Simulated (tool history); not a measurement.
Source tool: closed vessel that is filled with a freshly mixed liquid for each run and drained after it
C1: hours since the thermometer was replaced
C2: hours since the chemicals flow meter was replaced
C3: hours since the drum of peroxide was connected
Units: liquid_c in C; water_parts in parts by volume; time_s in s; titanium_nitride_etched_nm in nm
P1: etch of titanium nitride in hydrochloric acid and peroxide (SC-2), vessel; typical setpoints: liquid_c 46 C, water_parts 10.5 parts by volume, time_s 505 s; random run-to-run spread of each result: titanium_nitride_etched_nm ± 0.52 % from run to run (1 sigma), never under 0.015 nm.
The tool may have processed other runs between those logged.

run 1 hour=5.4 | liquid_c=46 water_parts=10.5 time_s=505 | C1=1671.5 C2=970.9 C3=182.7 | titanium_nitride_etched_nm=8.3027
run 2 hour=12.2 | liquid_c=46 water_parts=10.5 time_s=875 | C1=1678.3 C2=977.7 C3=189.5 | titanium_nitride_etched_nm=14.412
run 3 hour=19.2 | liquid_c=46 water_parts=10.5 time_s=505 | C1=1685.3 C2=984.7 C3=196.5 | titanium_nitride_etched_nm=8.2783
-- hour=21 new drum of peroxide connected
run 4 hour=25.4 | liquid_c=46 water_parts=4 time_s=505 | C1=1691.5 C2=990.9 C3=4.5 | titanium_nitride_etched_nm=17.142
run 5 hour=30.8 | liquid_c=58 water_parts=10.5 time_s=505 | C1=1696.9 C2=996.3 C3=9.9 | titanium_nitride_etched_nm=18.254
run 6 hour=35.8 | liquid_c=46 water_parts=10.5 time_s=505 | C1=1701.9 C2=1001.3 C3=14.9 | titanium_nitride_etched_nm=8.2622
run 7 hour=39.5 | liquid_c=46 water_parts=17.5 time_s=505 | C1=1705.6 C2=1005 C3=18.6 | titanium_nitride_etched_nm=5.3178
run 8 hour=46.1 | liquid_c=46 water_parts=10.5 time_s=100 | C1=1712.2 C2=1011.6 C3=25.2 | titanium_nitride_etched_nm=1.6613
run 9 hour=50.3 | liquid_c=46 water_parts=10.5 time_s=505 | C1=1716.4 C2=1015.8 C3=29.4 | titanium_nitride_etched_nm=8.2264
run 10 hour=58.1 | liquid_c=46 water_parts=10.5 time_s=505 | C1=1724.2 C2=1023.6 C3=37.2 | titanium_nitride_etched_nm=8.2765
run 11 hour=66 | liquid_c=53 water_parts=4 time_s=505 | C1=1732.1 C2=1031.5 C3=45.1 | titanium_nitride_etched_nm=27.678
run 12 hour=74.4 | liquid_c=35 water_parts=10.5 time_s=505 | C1=1740.5 C2=1039.9 C3=53.5 | titanium_nitride_etched_nm=3.7685
run 13 hour=82.9 | liquid_c=46 water_parts=10.5 time_s=505 | C1=1749 C2=1048.4 C3=62 | titanium_nitride_etched_nm=8.2157
run 14 hour=88.4 | liquid_c=46 water_parts=10.5 time_s=505 | C1=1754.5 C2=1053.9 C3=67.5 | titanium_nitride_etched_nm=8.4782
run 15 hour=95.2 | liquid_c=46 water_parts=10.5 time_s=505 | C1=1761.3 C2=1060.7 C3=74.3 | titanium_nitride_etched_nm=8.7359
run 16 hour=103.8 | liquid_c=46 water_parts=10.5 time_s=505 | C1=1769.9 C2=1069.3 C3=82.9 | titanium_nitride_etched_nm=8.9039
run 17 hour=110.4 | liquid_c=46 water_parts=10.5 time_s=505 | C1=1776.5 C2=1075.9 C3=89.5 | titanium_nitride_etched_nm=8.9261
run 18 hour=117.3 | liquid_c=46 water_parts=10.5 time_s=505 | C1=1783.4 C2=1082.8 C3=96.4 | titanium_nitride_etched_nm=8.9082
run 19 hour=122.1 | liquid_c=46 water_parts=10.5 time_s=505 | C1=1788.2 C2=1087.6 C3=101.2 | titanium_nitride_etched_nm=8.975
run 20 hour=128.9 | liquid_c=46 water_parts=10.5 time_s=505 | C1=1795 C2=1094.4 C3=108 | titanium_nitride_etched_nm=8.9238

Something has made what P1 gives creep away from where it was; the 2 causes below, each at its own stated size, fit the log equally well:
A: chemicals flow above the setpoint (%) = 10.2
B: liquid hotter than its thermometer reads (K) = 1.19
Creep in the process output first set in at about hour 82.9.
What rules out each remaining cause:
peroxide weaker than its label (%): limited to 8, which would change titanium_nitride_etched_nm by -7.4 %, either short of the creep or opposite in sign

4 check runs are offered, each on 3 wafers whose results are averaged, their results left as question marks. Which one tells the causes apart?
run check 1 hour=135.7 | liquid_c=56.5 water_parts=10.5 time_s=745 | titanium_nitride_etched_nm=?
run check 2 hour=135.7 | liquid_c=35 water_parts=4 time_s=505 | titanium_nitride_etched_nm=?
run check 3 hour=135.7 | liquid_c=38 water_parts=14 time_s=505 | titanium_nitride_etched_nm=?
run check 4 hour=135.7 | liquid_c=46 water_parts=13.5 time_s=505 | titanium_nitride_etched_nm=?

How each check would come out, cause by cause:
check=check_1 result=titanium_nitride_etched_nm if_A=26.487 if_B=26.355
check=check_2 result=titanium_nitride_etched_nm if_A=8.4217 if_B=8.62
check=check_3 result=titanium_nitride_etched_nm if_A=4.0095 if_B=4.0126
check=check_4 result=titanium_nitride_etched_nm if_A=7.2496 if_B=7.2276
Separation of the two closest causes in each check, using whichever result separates them best: check 1 0.5 %; check 2 2.33 %; check 3 0.08 %; check 4 0.3 %
Check 2 distinguishes between the causes, while the remaining checks would return nearly the same result for all of them.

Running check 2 produced the following: titanium_nitride_etched_nm 8.4245 nm. Which one of the listed causes fits?

The correct cause is A, namely: chemicals flow above the setpoint (%).
